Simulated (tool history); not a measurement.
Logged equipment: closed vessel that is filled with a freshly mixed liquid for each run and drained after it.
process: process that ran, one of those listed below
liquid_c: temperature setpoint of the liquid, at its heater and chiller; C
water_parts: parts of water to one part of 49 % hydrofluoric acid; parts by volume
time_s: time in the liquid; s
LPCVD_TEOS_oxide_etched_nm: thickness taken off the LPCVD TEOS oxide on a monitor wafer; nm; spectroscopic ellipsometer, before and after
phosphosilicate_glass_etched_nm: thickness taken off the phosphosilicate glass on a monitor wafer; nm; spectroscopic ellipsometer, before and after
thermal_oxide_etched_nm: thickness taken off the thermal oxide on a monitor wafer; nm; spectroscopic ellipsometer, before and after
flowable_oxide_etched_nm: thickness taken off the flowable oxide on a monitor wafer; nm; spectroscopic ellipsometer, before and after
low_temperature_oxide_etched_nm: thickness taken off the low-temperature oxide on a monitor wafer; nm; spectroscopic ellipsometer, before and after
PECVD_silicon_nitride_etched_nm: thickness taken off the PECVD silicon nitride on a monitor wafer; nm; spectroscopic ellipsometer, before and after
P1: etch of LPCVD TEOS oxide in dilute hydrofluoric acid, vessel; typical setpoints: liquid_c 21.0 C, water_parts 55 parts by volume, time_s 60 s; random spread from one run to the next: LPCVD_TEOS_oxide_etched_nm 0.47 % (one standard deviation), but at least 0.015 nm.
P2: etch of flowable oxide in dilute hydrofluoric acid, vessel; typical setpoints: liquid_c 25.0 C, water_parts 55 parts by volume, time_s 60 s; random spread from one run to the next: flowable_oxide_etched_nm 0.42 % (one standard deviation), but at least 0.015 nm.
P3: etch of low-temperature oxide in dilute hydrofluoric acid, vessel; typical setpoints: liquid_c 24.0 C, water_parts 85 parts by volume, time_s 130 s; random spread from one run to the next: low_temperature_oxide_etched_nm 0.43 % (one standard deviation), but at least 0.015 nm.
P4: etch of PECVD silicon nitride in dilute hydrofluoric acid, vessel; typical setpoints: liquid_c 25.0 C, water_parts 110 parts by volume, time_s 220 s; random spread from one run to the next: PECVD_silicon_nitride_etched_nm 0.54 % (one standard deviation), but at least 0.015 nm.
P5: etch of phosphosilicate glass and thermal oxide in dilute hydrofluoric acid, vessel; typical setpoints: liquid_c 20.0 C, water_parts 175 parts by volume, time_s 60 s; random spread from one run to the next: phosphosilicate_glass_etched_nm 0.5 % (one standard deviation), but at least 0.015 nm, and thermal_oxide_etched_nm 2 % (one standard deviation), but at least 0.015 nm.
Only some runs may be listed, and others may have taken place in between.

run,hour,process,liquid_c,water_parts,time_s,hours since the thermometer was replaced,hours since the hydrofluoric acid flow meter was replaced,LPCVD_TEOS_oxide_etched_nm,phosphosilicate_glass_etched_nm,thermal_oxide_etched_nm,flowable_oxide_etched_nm,low_temperature_oxide_etched_nm,PECVD_silicon_nitride_etched_nm
1,12.2,P1,21.0,55,60,244.4,1750.1,21.481,,,,,
2,23.0,P1,21.0,55,60,255.2,1760.9,21.444,,,,,
3,30.1,P5,20.0,175,110,262.3,1768.0,,75.061,2.29980,,,
4,41.5,P2,25.0,55,60,273.7,1779.4,,,,34.557,,
# hour 42.8: thermometer replaced
5,48.9,P1,17.0,55,60,6.1,1786.8,18.119,,,,,
6,58.1,P2,25.0,55,95,15.3,1796.0,,,,54.768,,
7,65.7,P5,20.0,175,60,22.9,1803.6,,40.543,1.27410,,,
# hour 68.4: hydrofluoric acid flow meter replaced
8,78.0,P3,24.0,85,130,35.2,9.7,,,,,39.334,
9,84.0,P1,21.0,55,30,41.2,15.7,10.772,,,,,
10,93.7,P1,21.0,55,60,50.9,25.4,21.700,,,,,
11,102.0,P1,21.0,30,60,59.2,33.7,40.498,,,,,
12,112.3,P1,29.0,20,60,69.5,44.0,85.872,,,,,
13,119.8,P2,17.5,55,60,77.0,51.5,,,,25.228,,
14,133.0,P1,25.5,55,110,90.2,64.7,47.082,,,,,
15,144.6,P3,24.0,45,130,101.8,76.3,,,,,78.286,
16,155.8,P5,17.0,175,60,113.0,87.5,,36.194,1.08950,,,
17,162.0,P3,24.0,85,195,119.2,93.7,,,,,59.070,
18,174.8,P1,25.0,55,60,132.0,106.5,25.240,,,,,
19,182.1,P2,25.0,75,60,139.3,113.8,,,,24.463,,
20,195.0,P5,20.0,260,60,152.2,126.7,,25.405,0.79156,,,
21,201.9,P1,21.0,55,95,159.1,133.6,34.241,,,,,
22,212.7,P1,21.0,55,60,169.9,144.4,21.479,,,,,
23,219.3,P4,25.0,180,220,176.5,151.0,,,,,,7.4814
24,231.6,P1,21.0,55,60,188.8,163.3,21.433,,,,,
25,242.4,P4,25.0,110,30,199.6,174.1,,,,,,1.6766
26,251.7,P4,17.0,110,220,208.9,183.4,,,,,,7.1437

The next listed run, before its measurement:
27,263.7,P4,25.0,110,220,220.9,195.4,,,,,,?

PECVD_silicon_nitride_etched_nm: 12.1490 nm
